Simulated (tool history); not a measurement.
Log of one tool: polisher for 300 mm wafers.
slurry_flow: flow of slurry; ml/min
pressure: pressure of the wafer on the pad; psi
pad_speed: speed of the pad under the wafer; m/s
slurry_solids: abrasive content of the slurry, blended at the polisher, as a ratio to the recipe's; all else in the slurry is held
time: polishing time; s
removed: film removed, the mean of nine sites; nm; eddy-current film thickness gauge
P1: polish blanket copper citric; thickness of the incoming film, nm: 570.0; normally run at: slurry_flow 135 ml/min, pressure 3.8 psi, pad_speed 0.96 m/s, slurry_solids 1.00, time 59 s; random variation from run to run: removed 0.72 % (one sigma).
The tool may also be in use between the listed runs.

run   hour  slurry_flow  pressure  pad_speed  slurry_solids  time  wafers polished on this pad  hours since the slurry nozzle was cleaned  hours since the head pressure was calibrated  hours since the slurry blender was calibrated  removed
  1   12.9          135       3.8       0.96           1.00    59                          427                                      162.2                                         302.4                                           67.0  183.900
  2   26.5          135       3.8       0.96           1.00    84                          572                                      175.8                                         316.0                                           80.6  260.680
  3   36.2          190       3.8       0.96           1.00    83                          676                                      185.5                                         325.7                                           90.3  274.180
      38.1  -- slurry blender recalibrated
  4   43.8          180       3.8       1.28           1.00    59                          757                                      193.1                                         333.3                                            5.7  253.080
  5   50.9          135       3.8       0.96           1.00    27                          833                                      200.2                                         340.4                                           12.8   84.371
  6   59.9           80       3.8       0.96           1.00    59                          929                                      209.2                                         349.4                                           21.8  160.660
  7   72.6          135       3.8       1.26           1.00    59                         1064                                      221.9                                         362.1                                           34.5  238.430
  8   85.9          135       3.8       0.96           1.00    59                         1206                                      235.2                                         375.4                                           47.8  183.350
  9   97.3          135       3.8       0.96           0.70    59                         1328                                      246.6                                         386.8                                           59.2  171.190
 10  109.8          135       5.5       0.96           1.00    59                         1462                                      259.1                                         399.3                                           71.7  266.650
 11  115.9          135       3.8       0.96           1.00    59                         1527                                      265.2                                         405.4                                           77.8  183.240
 12  128.2          135       3.8       0.52           1.00    59                         1658                                      277.5                                         417.7                                           90.1  100.440
 13  139.8          135       3.8       0.96           1.45    59                         1782                                      289.1                                         429.3                                          101.7  198.330
 14  150.6          180       3.8       0.96           1.00    59                         1897                                      299.9                                         440.1                                          112.5  189.370
 15  162.7          135       3.8       0.96           0.55    41                         2026                                      312.0                                         452.2                                          124.6  113.100

The next listed run, before its measurement:
 16  172.6          135       1.8       0.96           1.00    59                         2132                                      321.9                                         462.1                                          134.5        ?

removed: 87.890 nm
